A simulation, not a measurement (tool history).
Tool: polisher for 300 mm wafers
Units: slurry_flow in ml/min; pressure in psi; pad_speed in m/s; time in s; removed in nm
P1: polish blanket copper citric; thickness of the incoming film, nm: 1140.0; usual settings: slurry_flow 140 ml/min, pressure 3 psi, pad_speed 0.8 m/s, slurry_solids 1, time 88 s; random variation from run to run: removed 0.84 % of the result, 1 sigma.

run 1 hour=4.8 | slurry_flow=140 pressure=3 pad_speed=0.8 slurry_solids=1 time=88 | removed=194.78
run 2 hour=9.8 | slurry_flow=140 pressure=3 pad_speed=0.8 slurry_solids=1.4 time=88 | removed=210.49
run 3 hour=12.5 | slurry_flow=140 pressure=1.9 pad_speed=0.8 slurry_solids=1 time=88 | removed=125.29
-- hour=16.3 worn pad replaced by a new one
run 4 hour=18.5 | slurry_flow=85 pressure=3 pad_speed=0.8 slurry_solids=1 time=88 | removed=173.19
run 5 hour=23.6 | slurry_flow=140 pressure=3 pad_speed=0.8 slurry_solids=1 time=88 | removed=195.13
run 6 hour=28.7 | slurry_flow=140 pressure=3 pad_speed=1.02 slurry_solids=1 time=88 | removed=248.25
run 7 hour=34.3 | slurry_flow=140 pressure=4.1 pad_speed=0.8 slurry_solids=1 time=88 | removed=268.98
run 8 hour=38.4 | slurry_flow=140 pressure=3 pad_speed=0.8 slurry_solids=1 time=57 | removed=127.12
run 9 hour=44.6 | slurry_flow=140 pressure=3 pad_speed=0.8 slurry_solids=0.55 time=88 | removed=173.54
run 10 hour=49.8 | slurry_flow=140 pressure=4.5 pad_speed=0.8 slurry_solids=1 time=131 | removed=430.16
run 11 hour=54.1 | slurry_flow=140 pressure=3 pad_speed=0.8 slurry_solids=1 time=88 | removed=196.85
run 12 hour=58.5 | slurry_flow=140 pressure=3 pad_speed=0.8 slurry_solids=1 time=88 | removed=195.26
run 13 hour=63.8 | slurry_flow=140 pressure=3 pad_speed=0.8 slurry_solids=1 time=88 | removed=195.36
run 14 hour=70 | slurry_flow=140 pressure=3 pad_speed=0.8 slurry_solids=1 time=88 | removed=197.33
run 15 hour=76.1 | slurry_flow=195 pressure=3 pad_speed=0.8 slurry_solids=1 time=88 | removed=205.75
run 16 hour=81.7 | slurry_flow=140 pressure=3 pad_speed=0.8 slurry_solids=1 time=88 | removed=195.84
run 17 hour=86 | slurry_flow=140 pressure=3 pad_speed=0.4 slurry_solids=1 time=88 | removed=102.36
run 18 hour=91.6 | slurry_flow=140 pressure=3 pad_speed=0.8 slurry_solids=1 time=117 | removed=260.09
run 19 hour=97.5 | slurry_flow=140 pressure=3 pad_speed=0.8 slurry_solids=1 time=88 | removed=196.13
run 20 hour=103.6 | slurry_flow=140 pressure=3 pad_speed=0.8 slurry_solids=1 time=88 | removed=191.25
run 21 hour=109.4 | slurry_flow=140 pressure=3 pad_speed=0.8 slurry_solids=1 time=88 | removed=188.66
run 22 hour=114.7 | slurry_flow=140 pressure=3 pad_speed=0.8 slurry_solids=1 time=88 | removed=183.18
run 23 hour=118.3 | slurry_flow=140 pressure=3 pad_speed=0.8 slurry_solids=1 time=88 | removed=182.06
run 24 hour=123.6 | slurry_flow=140 pressure=3 pad_speed=0.8 slurry_solids=1 time=88 | removed=180.03
-- hour=125.4 slurry blender recalibrated
run 25 hour=128.3 | slurry_flow=140 pressure=3 pad_speed=0.8 slurry_solids=1 time=88 | removed=180.44
run 26 hour=132.4 | slurry_flow=140 pressure=3 pad_speed=0.8 slurry_solids=1 time=88 | removed=176.23
-- hour=132.6 worn pad replaced by a new one
run 27 hour=137.9 | slurry_flow=140 pressure=3 pad_speed=0.8 slurry_solids=1 time=88 | removed=179.12
run 28 hour=142.1 | slurry_flow=140 pressure=3 pad_speed=0.8 slurry_solids=1 time=88 | removed=174.93
run 29 hour=145.4 | slurry_flow=140 pressure=3 pad_speed=0.8 slurry_solids=1 time=88 | removed=176.72

What P1 gives has crept away from where it was. These 2 causes fit the log equally well, each at the size given:
A: slurry flow missing at the pad, % = 34.3
B: head's pressure below its setpoint, % = 9.31
The creep began at about hour 97.5.
Why every other cause is out:
removal rate lost through wear of the pad, %: serviced at hour 132.6, which brought nothing back
abrasive missing from the slurry, %: serviced at hour 125.4, which brought nothing back

4 check runs are offered, each on 2 wafers whose results are averaged, their results left as question marks. Which one tells the causes apart?
run check 1 hour=148.7 | slurry_flow=140 pressure=2.1 pad_speed=0.8 slurry_solids=1 time=88 | removed=?
run check 2 hour=148.7 | slurry_flow=140 pressure=1.9 pad_speed=0.8 slurry_solids=1 time=88 | removed=?
run check 3 hour=148.7 | slurry_flow=90 pressure=3 pad_speed=0.8 slurry_solids=0.7 time=88 | removed=?
run check 4 hour=148.7 | slurry_flow=140 pressure=3 pad_speed=0.8 slurry_solids=1 time=109 | removed=?

What each check would give under each cause:
check=check_1 result=removed if_A=126.31 if_B=126.48
check=check_2 result=removed if_A=114.79 if_B=114.99
check=check_3 result=removed if_A=143.02 if_B=149.5
check=check_4 result=removed if_A=220.67 if_B=220.69
How far apart the two closest causes lie, in the result that separates them most: check 1 0.13 %; check 2 0.18 %; check 3 4.43 %; check 4 0.01 %
Only check 3 tells the causes apart: in the others they would give nearly the same result.

Then check 3 was run and gave: removed 142.3 nm. Which cause is it?

It is A: slurry flow missing at the pad, %.

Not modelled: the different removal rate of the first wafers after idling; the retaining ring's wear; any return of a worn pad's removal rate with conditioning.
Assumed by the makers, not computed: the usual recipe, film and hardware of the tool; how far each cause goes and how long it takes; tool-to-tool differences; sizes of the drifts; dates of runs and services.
